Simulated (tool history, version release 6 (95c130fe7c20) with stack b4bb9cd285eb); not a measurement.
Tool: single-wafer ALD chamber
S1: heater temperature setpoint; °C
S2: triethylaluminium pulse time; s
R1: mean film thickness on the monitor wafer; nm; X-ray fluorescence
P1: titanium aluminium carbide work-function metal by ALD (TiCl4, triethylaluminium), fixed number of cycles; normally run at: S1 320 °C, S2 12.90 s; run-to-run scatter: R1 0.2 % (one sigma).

run,hour,S1,S2,R1
1,9.1,320,12.90,2.2038
2,17.4,320,12.90,2.2021
3,24.3,307,19.74,2.1159
4,33.4,320,12.90,2.2111
5,37.9,320,12.90,2.2060
6,47.3,320,5.20,1.8580
7,52.0,320,12.90,2.1955
8,57.4,298,6.58,1.8211
9,62.2,320,12.90,2.2116
10,66.9,342,12.90,2.4091
11,76.5,305,21.07,2.0970
12,86.6,298,12.90,2.0149
13,96.1,320,18.42,2.2223
14,101.9,320,12.90,2.2027
15,106.4,320,12.90,2.1952
16,111.1,320,12.90,2.1835
17,115.6,320,12.90,2.1796
18,124.1,320,12.90,2.1800
19,130.8,320,12.90,2.1692
20,135.8,320,12.90,2.1544
21,140.3,320,12.90,2.1566
22,149.9,320,12.90,2.1539
23,157.5,320,12.90,2.1630
24,166.5,320,12.90,2.1560

What P1 gives has crept away from where it was. These 2 causes fit the log equally well, each at the size given:
A: triethylaluminium dose below that of a fresh bottle (%) = 23.4
B: wafer temperature below the value expected at the setpoint (K) = 5.37
The creep began at about hour 101.9.

4 check runs are offered, one wafer each, their results left as question marks. Which one tells the causes apart?
check 1,175.5,309,12.90,?
check 2,175.5,299,5.89,?
check 3,175.5,336,12.90,?
check 4,175.5,332,12.90,?

What each check would give under each cause:
check,result,if A,if B
check 1,R1,2.0592,2.0573
check 2,R1,1.6098,1.7313
check 3,R1,2.2956,2.2981
check 4,R1,2.2603,2.2621
How far apart the two closest causes lie, in the result that separates them most: check 1 0.09 %; check 2 7.27 %; check 3 0.11 %; check 4 0.08 %
Check 2 tells the causes apart: in the others they would give nearly the same result.

Check 2 was then run and gave: R1 1.6135 nm. Which cause is it?

It is A: triethylaluminium dose below that of a fresh bottle (%).
